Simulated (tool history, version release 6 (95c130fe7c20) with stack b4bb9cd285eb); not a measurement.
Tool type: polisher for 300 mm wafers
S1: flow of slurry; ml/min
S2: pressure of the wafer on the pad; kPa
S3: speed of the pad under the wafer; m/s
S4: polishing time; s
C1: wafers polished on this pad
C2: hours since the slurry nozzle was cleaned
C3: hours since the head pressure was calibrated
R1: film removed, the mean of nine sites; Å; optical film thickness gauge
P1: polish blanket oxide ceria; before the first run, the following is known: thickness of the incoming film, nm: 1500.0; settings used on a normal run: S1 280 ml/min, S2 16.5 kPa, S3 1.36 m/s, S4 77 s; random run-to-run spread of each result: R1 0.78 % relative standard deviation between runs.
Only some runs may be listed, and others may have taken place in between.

{"run": 1, "day": 0.621, "S1": 280, "S2": 16.5, "S3": 1.36, "S4": 77, "C1": 351, "C2": 194.6, "C3": 176.9, "R1": 3118.6}
{"run": 2, "day": 1.354, "S1": 280, "S2": 16.5, "S3": 1.36, "S4": 121, "C1": 509, "C2": 212.2, "C3": 194.5, "R1": 4772.9}
{"run": 3, "day": 1.75, "S1": 170, "S2": 16.5, "S3": 1.36, "S4": 113, "C1": 595, "C2": 221.7, "C3": 204, "R1": 4244.9}
{"run": 4, "day": 2.175, "S1": 280, "S2": 8.3, "S3": 1.06, "S4": 77, "C1": 686, "C2": 231.9, "C3": 214.2, "R1": 1197.6}
{"run": 5, "day": 2.758, "S1": 280, "S2": 23.4, "S3": 1.36, "S4": 77, "C1": 812, "C2": 245.9, "C3": 228.2, "R1": 4379.5}
{"run": 6, "day": 3.246, "S1": 280, "S2": 16.5, "S3": 2.08, "S4": 77, "C1": 917, "C2": 257.6, "C3": 239.9, "R1": 4621}
{"run": 7, "day": 3.758, "S1": 280, "S2": 16.5, "S3": 1.36, "S4": 77, "C1": 1027, "C2": 269.9, "C3": 252.2, "R1": 3110.3}
{"run": 8, "day": 4.212, "S1": 280, "S2": 7.6, "S3": 1.36, "S4": 77, "C1": 1125, "C2": 280.8, "C3": 263.1, "R1": 1420.5}
{"run": 9, "day": 4.917, "S1": 280, "S2": 16.5, "S3": 1.36, "S4": 77, "C1": 1276, "C2": 297.7, "C3": 280, "R1": 3066.1}
{"run": 10, "day": 5.304, "S1": 280, "S2": 16.5, "S3": 0.66, "S4": 77, "C1": 1360, "C2": 307, "C3": 289.3, "R1": 1510.7}
{"run": 11, "day": 5.871, "S1": 280, "S2": 16.5, "S3": 1.36, "S4": 77, "C1": 1482, "C2": 320.6, "C3": 302.9, "R1": 3090.6}
{"run": 12, "day": 6.525, "S1": 355, "S2": 16.5, "S3": 1.36, "S4": 77, "C1": 1623, "C2": 336.3, "C3": 318.6, "R1": 3148.9}
{"run": 13, "day": 7.175, "S1": 280, "S2": 16.5, "S3": 1.36, "S4": 38, "C1": 1763, "C2": 351.9, "C3": 334.2, "R1": 1524.3}
{"run": 14, "day": 7.817, "S1": 170, "S2": 16.5, "S3": 1.36, "S4": 77, "C1": 1901, "C2": 367.3, "C3": 349.6, "R1": 2870.9}
{"run": 15, "day": 8.2, "S1": 280, "S2": 16.5, "S3": 1.36, "S4": 77, "C1": 1984, "C2": 376.5, "C3": 358.8, "R1": 3052.9}
{"run": 16, "day": 8.8, "S1": 280, "S2": 16.5, "S3": 1.36, "S4": 77, "C1": 2113, "C2": 390.9, "C3": 373.2, "R1": 3094.9}
{"run": 17, "day": 9.558, "S1": 280, "S2": 16.5, "S3": 1.36, "S4": 77, "C1": 2276, "C2": 409.1, "C3": 391.4, "R1": 3040.6}
{"run": 18, "day": 10.296, "S1": 280, "S2": 16.5, "S3": 1.36, "S4": 77, "C1": 2435, "C2": 426.8, "C3": 409.1, "R1": 3040.8}
{"run": 19, "day": 11.075, "S1": 280, "S2": 16.5, "S3": 1.36, "S4": 77, "C1": 2603, "C2": 445.5, "C3": 427.8, "R1": 2958.7}
{"run": 20, "day": 11.554, "S1": 280, "S2": 16.5, "S3": 1.36, "S4": 77, "C1": 2706, "C2": 457, "C3": 439.3, "R1": 2949.7}
{"day": 12.104, "done": "worn pad replaced by a new one"}
{"run": 21, "day": 12.121, "S1": 280, "S2": 16.5, "S3": 1.36, "S4": 77, "C1": 4, "C2": 470.6, "C3": 452.9, "R1": 2930.2}
{"run": 22, "day": 12.662, "S1": 280, "S2": 16.5, "S3": 1.36, "S4": 77, "C1": 120, "C2": 483.6, "C3": 465.9, "R1": 2946.4}
{"run": 23, "day": 13.421, "S1": 280, "S2": 16.5, "S3": 1.36, "S4": 77, "C1": 284, "C2": 501.8, "C3": 484.1, "R1": 2893.6}
{"run": 24, "day": 13.896, "S1": 280, "S2": 16.5, "S3": 1.36, "S4": 77, "C1": 386, "C2": 513.2, "C3": 495.5, "R1": 2923.7}
{"run": 25, "day": 14.317, "S1": 280, "S2": 16.5, "S3": 1.36, "S4": 77, "C1": 476, "C2": 523.3, "C3": 505.6, "R1": 2907.1}
{"run": 26, "day": 14.654, "S1": 280, "S2": 16.5, "S3": 1.36, "S4": 77, "C1": 549, "C2": 531.4, "C3": 513.7, "R1": 2918.3}
{"run": 27, "day": 15.158, "S1": 280, "S2": 16.5, "S3": 1.36, "S4": 77, "C1": 658, "C2": 543.5, "C3": 525.8, "R1": 2911.8}
{"run": 28, "day": 15.7, "S1": 280, "S2": 16.5, "S3": 1.36, "S4": 77, "C1": 774, "C2": 556.5, "C3": 538.8, "R1": 2897.9}

Something has made what P1 gives creep away from where it was; the 2 causes below, each at its own stated size, fit the log equally well:
A: head's pressure below its setpoint, % = 5.11
B: slurry flow missing at the pad, % = 35.5
The onset of the drift is placed at about day 9.558.
What rules out each remaining cause:
removal rate lost through wear of the pad, %: was serviced at day 12.104, once the creep was under way, yet the earlier output never came back

You are offered 4 check runs, listed below with question marks in place of their results; each one averages 5 wafers. Which run separates the listed causes by giving clearly different results for each?
{"run": "check 1", "day": 16.242, "S1": 280, "S2": 16.5, "S3": 2.06, "S4": 77, "R1": "?"}
{"run": "check 2", "day": 16.242, "S1": 170, "S2": 16.5, "S3": 1.36, "S4": 54, "R1": "?"}
{"run": "check 3", "day": 16.242, "S1": 280, "S2": 16.5, "S3": 1.36, "S4": 38, "R1": "?"}
{"run": "check 4", "day": 16.242, "S1": 280, "S2": 7.6, "S3": 1.36, "S4": 118, "R1": "?"}

What each check would give under each cause:
check=check_1 result=R1 if_A=4409.5 if_B=4409.1
check=check_2 result=R1 if_A=1919.5 if_B=1860.6
check=check_3 result=R1 if_A=1436.7 if_B=1436.5
check=check_4 result=R1 if_A=2044.7 if_B=2044.5
Minimum pairwise separation of causes per check, each pair taken at its best-separating result: check 1 0.01 %; check 2 3.12 %; check 3 0.01 %; check 4 0.01 %
Check 2 is the one run that separates the causes; every other check would come out nearly the same whichever cause is at work.

After running check 2, the following was obtained: R1 1859.3 Å. Which cause does this point to?

Of the candidate causes, it is B: slurry flow missing at the pad, %.
